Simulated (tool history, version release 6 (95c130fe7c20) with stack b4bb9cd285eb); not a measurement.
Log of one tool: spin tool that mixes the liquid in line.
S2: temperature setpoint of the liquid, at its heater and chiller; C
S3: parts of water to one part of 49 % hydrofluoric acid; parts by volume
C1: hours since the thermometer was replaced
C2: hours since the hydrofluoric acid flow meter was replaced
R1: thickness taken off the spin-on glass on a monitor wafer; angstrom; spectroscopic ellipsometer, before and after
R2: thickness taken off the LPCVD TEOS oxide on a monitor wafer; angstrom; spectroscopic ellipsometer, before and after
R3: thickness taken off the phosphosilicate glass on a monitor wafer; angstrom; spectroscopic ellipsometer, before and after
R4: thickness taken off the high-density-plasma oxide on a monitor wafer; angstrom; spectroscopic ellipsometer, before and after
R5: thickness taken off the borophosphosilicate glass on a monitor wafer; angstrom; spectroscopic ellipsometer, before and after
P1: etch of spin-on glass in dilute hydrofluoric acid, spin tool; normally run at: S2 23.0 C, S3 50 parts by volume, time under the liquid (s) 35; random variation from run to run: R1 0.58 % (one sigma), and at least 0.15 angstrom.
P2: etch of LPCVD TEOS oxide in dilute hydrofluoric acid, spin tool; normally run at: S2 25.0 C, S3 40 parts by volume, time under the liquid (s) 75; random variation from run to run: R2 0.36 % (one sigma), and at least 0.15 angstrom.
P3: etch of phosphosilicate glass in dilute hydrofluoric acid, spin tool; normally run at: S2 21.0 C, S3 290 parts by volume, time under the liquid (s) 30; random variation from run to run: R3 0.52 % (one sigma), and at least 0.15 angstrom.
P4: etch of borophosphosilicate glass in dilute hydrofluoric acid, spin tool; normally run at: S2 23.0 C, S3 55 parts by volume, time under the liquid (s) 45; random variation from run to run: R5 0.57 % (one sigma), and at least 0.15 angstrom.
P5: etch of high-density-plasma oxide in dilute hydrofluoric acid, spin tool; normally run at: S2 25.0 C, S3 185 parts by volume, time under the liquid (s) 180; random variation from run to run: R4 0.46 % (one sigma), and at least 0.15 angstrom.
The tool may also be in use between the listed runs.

{"run": 1, "day": 0.342, "process that ran": "P1", "S2": 23.0, "S3": 50, "time under the liquid (s)": 35, "C1": 1103.0, "C2": 1427.7, "R1": 255.79}
{"run": 2, "day": 0.712, "process that ran": "P2", "S2": 25.0, "S3": 55, "time under the liquid (s)": 75, "C1": 1111.9, "C2": 1436.6, "R2": 259.21}
{"run": 3, "day": 1.067, "process that ran": "P1", "S2": 23.0, "S3": 50, "time under the liquid (s)": 35, "C1": 1120.4, "C2": 1445.1, "R1": 255.98}
{"run": 4, "day": 1.583, "process that ran": "P1", "S2": 23.0, "S3": 50, "time under the liquid (s)": 35, "C1": 1132.8, "C2": 1457.5, "R1": 253.41}
{"run": 5, "day": 2.071, "process that ran": "P1", "S2": 23.0, "S3": 50, "time under the liquid (s)": 35, "C1": 1144.5, "C2": 1469.2, "R1": 252.45}
{"run": 6, "day": 2.625, "process that ran": "P3", "S2": 21.0, "S3": 290, "time under the liquid (s)": 15, "C1": 1157.8, "C2": 1482.5, "R3": 36.288}
{"day": 2.817, "done": "thermometer replaced"}
{"run": 7, "day": 3.296, "process that ran": "P3", "S2": 21.0, "S3": 290, "time under the liquid (s)": 30, "C1": 11.5, "C2": 1498.6, "R3": 72.48}
{"run": 8, "day": 3.771, "process that ran": "P5", "S2": 21.0, "S3": 185, "time under the liquid (s)": 180, "C1": 22.9, "C2": 1510.0, "R4": 42.039}
{"run": 9, "day": 4.162, "process that ran": "P4", "S2": 23.0, "S3": 55, "time under the liquid (s)": 15, "C1": 32.3, "C2": 1519.4, "R5": 130.5}
{"run": 10, "day": 4.638, "process that ran": "P4", "S2": 23.0, "S3": 20, "time under the liquid (s)": 45, "C1": 43.7, "C2": 1530.8, "R5": 1110.6}
{"run": 11, "day": 5.067, "process that ran": "P2", "S2": 18.0, "S3": 40, "time under the liquid (s)": 75, "C1": 54.0, "C2": 1541.1, "R2": 270.59}
{"run": 12, "day": 5.471, "process that ran": "P1", "S2": 23.0, "S3": 50, "time under the liquid (s)": 60, "C1": 63.7, "C2": 1550.8, "R1": 432.66}
{"run": 13, "day": 5.871, "process that ran": "P4", "S2": 26.5, "S3": 55, "time under the liquid (s)": 45, "C1": 73.3, "C2": 1560.4, "R5": 445.35}
{"run": 14, "day": 6.379, "process that ran": "P1", "S2": 17.0, "S3": 75, "time under the liquid (s)": 35, "C1": 85.5, "C2": 1572.6, "R1": 126.2}
{"run": 15, "day": 6.979, "process that ran": "P5", "S2": 25.0, "S3": 185, "time under the liquid (s)": 355, "C1": 99.9, "C2": 1587.0, "R4": 95.579}
{"run": 16, "day": 7.617, "process that ran": "P1", "S2": 23.0, "S3": 50, "time under the liquid (s)": 35, "C1": 115.2, "C2": 1602.3, "R1": 252.93}
{"run": 17, "day": 8.25, "process that ran": "P2", "S2": 25.0, "S3": 40, "time under the liquid (s)": 40, "C1": 130.4, "C2": 1617.5, "R2": 193.59}
{"run": 18, "day": 8.6, "process that ran": "P1", "S2": 23.0, "S3": 50, "time under the liquid (s)": 20, "C1": 138.8, "C2": 1625.9, "R1": 145.17}
{"run": 19, "day": 9.012, "process that ran": "P3", "S2": 21.0, "S3": 290, "time under the liquid (s)": 30, "C1": 148.7, "C2": 1635.8, "R3": 72.615}
{"run": 20, "day": 9.533, "process that ran": "P3", "S2": 17.0, "S3": 290, "time under the liquid (s)": 30, "C1": 161.2, "C2": 1648.3, "R3": 62.637}
{"day": 9.717, "done": "hydrofluoric acid flow meter replaced"}
{"run": 21, "day": 9.988, "process that ran": "P1", "S2": 23.0, "S3": 25, "time under the liquid (s)": 35, "C1": 172.1, "C2": 6.5, "R1": 522.54}
{"run": 22, "day": 10.454, "process that ran": "P5", "S2": 25.0, "S3": 330, "time under the liquid (s)": 180, "C1": 183.3, "C2": 17.7, "R4": 23.519}
{"run": 23, "day": 10.838, "process that ran": "P1", "S2": 27.5, "S3": 50, "time under the liquid (s)": 35, "C1": 192.5, "C2": 26.9, "R1": 306.59}
{"run": 24, "day": 11.129, "process that ran": "P1", "S2": 23.0, "S3": 50, "time under the liquid (s)": 35, "C1": 199.5, "C2": 33.9, "R1": 254.65}
{"run": 25, "day": 11.804, "process that ran": "P4", "S2": 23.0, "S3": 55, "time under the liquid (s)": 45, "C1": 215.7, "C2": 50.1, "R5": 391.45}
{"run": 26, "day": 12.408, "process that ran": "P1", "S2": 17.0, "S3": 50, "time under the liquid (s)": 35, "C1": 230.2, "C2": 64.6, "R1": 196.03}
{"run": 27, "day": 12.742, "process that ran": "P5", "S2": 25.0, "S3": 185, "time under the liquid (s)": 180, "C1": 238.2, "C2": 72.6, "R4": 48.571}
{"run": 28, "day": 13.296, "process that ran": "P2", "S2": 25.0, "S3": 40, "time under the liquid (s)": 75, "C1": 251.5, "C2": 85.9, "R2": 361.17}
{"run": 29, "day": 13.825, "process that ran": "P1", "S2": 23.0, "S3": 50, "time under the liquid (s)": 35, "C1": 264.2, "C2": 98.6, "R1": 255.33}
{"run": 30, "day": 14.392, "process that ran": "P3", "S2": 21.0, "S3": 115, "time under the liquid (s)": 30, "C1": 277.8, "C2": 112.2, "R3": 218.9}
{"run": 31, "day": 15.0, "process that ran": "P1", "S2": 23.0, "S3": 90, "time under the liquid (s)": 35, "C1": 292.4, "C2": 126.8, "R1": 133.42}

The next listed run, before its measurement:
{"run": 32, "day": 15.392, "process that ran": "P4", "S2": 23.0, "S3": 55, "time under the liquid (s)": 45, "C1": 301.8, "C2": 136.2, "R5": "?"}

R5: 387.04 angstrom

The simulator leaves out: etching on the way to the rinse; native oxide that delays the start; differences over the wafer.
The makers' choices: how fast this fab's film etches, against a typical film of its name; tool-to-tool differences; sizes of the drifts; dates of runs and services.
